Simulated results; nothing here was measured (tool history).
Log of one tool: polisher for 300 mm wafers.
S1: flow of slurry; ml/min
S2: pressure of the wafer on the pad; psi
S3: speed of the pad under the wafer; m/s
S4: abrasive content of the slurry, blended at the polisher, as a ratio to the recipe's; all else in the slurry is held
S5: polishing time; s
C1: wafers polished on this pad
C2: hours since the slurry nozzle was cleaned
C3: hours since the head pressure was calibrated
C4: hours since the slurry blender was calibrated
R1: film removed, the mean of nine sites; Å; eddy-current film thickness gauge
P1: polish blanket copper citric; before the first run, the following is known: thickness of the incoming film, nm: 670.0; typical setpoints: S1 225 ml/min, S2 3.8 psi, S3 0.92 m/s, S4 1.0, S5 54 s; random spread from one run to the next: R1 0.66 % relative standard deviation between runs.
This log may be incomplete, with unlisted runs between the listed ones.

run 1 hour=7.2 | S1=225 S2=3.8 S3=0.92 S4=1.0 S5=54 | C1=480 C2=420.0 C3=249.1 C4=180.2 | R1=1528.10
run 2 hour=12.8 | S1=225 S2=3.8 S3=0.92 S4=1.3 S5=54 | C1=550 C2=425.6 C3=254.7 C4=185.8 | R1=1617.20
run 3 hour=23.0 | S1=225 S2=3.8 S3=0.52 S4=1.0 S5=54 | C1=677 C2=435.8 C3=264.9 C4=196.0 | R1=873.36
run 4 hour=32.4 | S1=225 S2=3.8 S3=1.28 S4=1.0 S5=76 | C1=794 C2=445.2 C3=274.3 C4=205.4 | R1=2970.80
run 5 hour=40.7 | S1=225 S2=3.8 S3=0.92 S4=0.5 S5=54 | C1=898 C2=453.5 C3=282.6 C4=213.7 | R1=1323.70
run 6 hour=46.3 | S1=225 S2=3.8 S3=0.92 S4=1.0 S5=54 | C1=967 C2=459.1 C3=288.2 C4=219.3 | R1=1536.70
run 7 hour=54.1 | S1=355 S2=3.8 S3=0.92 S4=1.0 S5=54 | C1=1065 C2=466.9 C3=296.0 C4=227.1 | R1=1590.20
run 8 hour=63.8 | S1=225 S2=1.9 S3=0.92 S4=1.0 S5=54 | C1=1186 C2=476.6 C3=305.7 C4=236.8 | R1=777.18
run 9 hour=71.9 | S1=225 S2=3.8 S3=0.92 S4=1.0 S5=54 | C1=1287 C2=484.7 C3=313.8 C4=244.9 | R1=1541.30
-- hour=77.8 slurry blender recalibrated
run 10 hour=80.4 | S1=225 S2=3.8 S3=0.92 S4=1.0 S5=72 | C1=1393 C2=493.2 C3=322.3 C4=2.7 | R1=2043.00
run 11 hour=89.1 | S1=225 S2=3.8 S3=0.92 S4=1.0 S5=54 | C1=1501 C2=501.9 C3=331.0 C4=11.4 | R1=1533.70
run 12 hour=98.5 | S1=225 S2=3.8 S3=0.92 S4=1.0 S5=54 | C1=1618 C2=511.3 C3=340.4 C4=20.8 | R1=1501.70
run 13 hour=108.2 | S1=225 S2=3.8 S3=0.92 S4=1.0 S5=54 | C1=1739 C2=521.0 C3=350.1 C4=30.5 | R1=1520.60
run 14 hour=115.6 | S1=225 S2=3.8 S3=0.92 S4=1.0 S5=27 | C1=1832 C2=528.4 C3=357.5 C4=37.9 | R1=768.26
run 15 hour=121.2 | S1=225 S2=5.5 S3=0.92 S4=1.0 S5=54 | C1=1902 C2=534.0 C3=363.1 C4=43.5 | R1=2185.10
run 16 hour=131.0 | S1=170 S2=3.8 S3=0.70 S4=1.0 S5=54 | C1=2024 C2=543.8 C3=372.9 C4=53.3 | R1=1146.50
run 17 hour=140.4 | S1=225 S2=3.8 S3=1.44 S4=1.0 S5=54 | C1=2141 C2=553.2 C3=382.3 C4=62.7 | R1=2362.70
run 18 hour=145.3 | S1=135 S2=3.8 S3=0.92 S4=1.0 S5=54 | C1=2202 C2=558.1 C3=387.2 C4=67.6 | R1=1411.60
run 19 hour=152.6 | S1=225 S2=3.8 S3=0.92 S4=1.0 S5=54 | C1=2293 C2=565.4 C3=394.5 C4=74.9 | R1=1526.60
run 20 hour=158.2 | S1=225 S2=3.8 S3=0.92 S4=1.0 S5=54 | C1=2363 C2=571.0 C3=400.1 C4=80.5 | R1=1526.90
run 21 hour=164.4 | S1=225 S2=3.8 S3=0.92 S4=1.0 S5=54 | C1=2440 C2=577.2 C3=406.3 C4=86.7 | R1=1528.10
run 22 hour=172.7 | S1=225 S2=3.8 S3=0.92 S4=1.0 S5=54 | C1=2544 C2=585.5 C3=414.6 C4=95.0 | R1=1461.50
run 23 hour=182.7 | S1=225 S2=3.8 S3=0.92 S4=1.0 S5=54 | C1=2669 C2=595.5 C3=424.6 C4=105.0 | R1=1460.50
run 24 hour=189.0 | S1=225 S2=3.8 S3=0.92 S4=1.0 S5=54 | C1=2747 C2=601.8 C3=430.9 C4=111.3 | R1=1443.80
run 25 hour=198.3 | S1=225 S2=3.8 S3=0.92 S4=1.0 S5=54 | C1=2863 C2=611.1 C3=440.2 C4=120.6 | R1=1441.40
run 26 hour=204.9 | S1=225 S2=3.8 S3=0.92 S4=1.0 S5=54 | C1=2945 C2=617.7 C3=446.8 C4=127.2 | R1=1435.10
-- hour=210.4 worn pad replaced by a new one
-- hour=213.9 head pressure recalibrated
run 27 hour=215.1 | S1=225 S2=3.8 S3=0.92 S4=1.0 S5=54 | C1=59 C2=627.9 C3=1.2 C4=137.4 | R1=1433.90
run 28 hour=224.9 | S1=225 S2=3.8 S3=0.92 S4=1.0 S5=54 | C1=181 C2=637.7 C3=11.0 C4=147.2 | R1=1422.50
run 29 hour=235.4 | S1=225 S2=3.8 S3=0.92 S4=1.0 S5=54 | C1=312 C2=648.2 C3=21.5 C4=157.7 | R1=1429.40

P1 no longer gives what it gave before; its output has crept away from where it was. The following 2 causes, each at its listed size, fit the log equally well:
A: abrasive missing from the slurry, % = 27.1
B: slurry flow missing at the pad, % = 36.4
The drift started at roughly hour 158.2.
Other possible causes, and why each is ruled out:
removal rate lost through wear of the pad, %: work on it at hour 210.4, done after the drift set in, did not restore what the process gave before
head's pressure below its setpoint, %: work on it at hour 213.9, done after the drift set in, did not restore what the process gave before

Consider the 4 check runs below, whose results appear as question marks and each of which averages 2 wafers. Which one distinguishes the causes, in that each cause would give it a clearly different result?
run check 1 hour=245.9 | S1=225 S2=2.0 S3=0.92 S4=1.00 S5=29 | R1=?
run check 2 hour=245.9 | S1=225 S2=3.8 S3=0.92 S4=0.55 S5=54 | R1=?
run check 3 hour=245.9 | S1=135 S2=4.8 S3=0.92 S4=1.00 S5=54 | R1=?
run check 4 hour=245.9 | S1=225 S2=2.0 S3=0.92 S4=0.55 S5=54 | R1=?

Check results expected under each cause:
check=check_1 result=R1 if_A=411.40 if_B=411.38
check=check_2 result=R1 if_A=1269.30 if_B=1262.80
check=check_3 result=R1 if_A=1663.50 if_B=1598.90
check=check_4 result=R1 if_A=680.48 if_B=677.05
Distance between the nearest two causes, measured in the result of the check that separates them most: check 1 0.01 %; check 2 0.51 %; check 3 3.96 %; check 4 0.51 %
Only in check 3 would the causes give clearly different results; in the remaining checks their results would be nearly the same.

After running check 3, the following was obtained: R1 1661.30 Å. Which cause does this point to?

It is A: abrasive missing from the slurry, %.
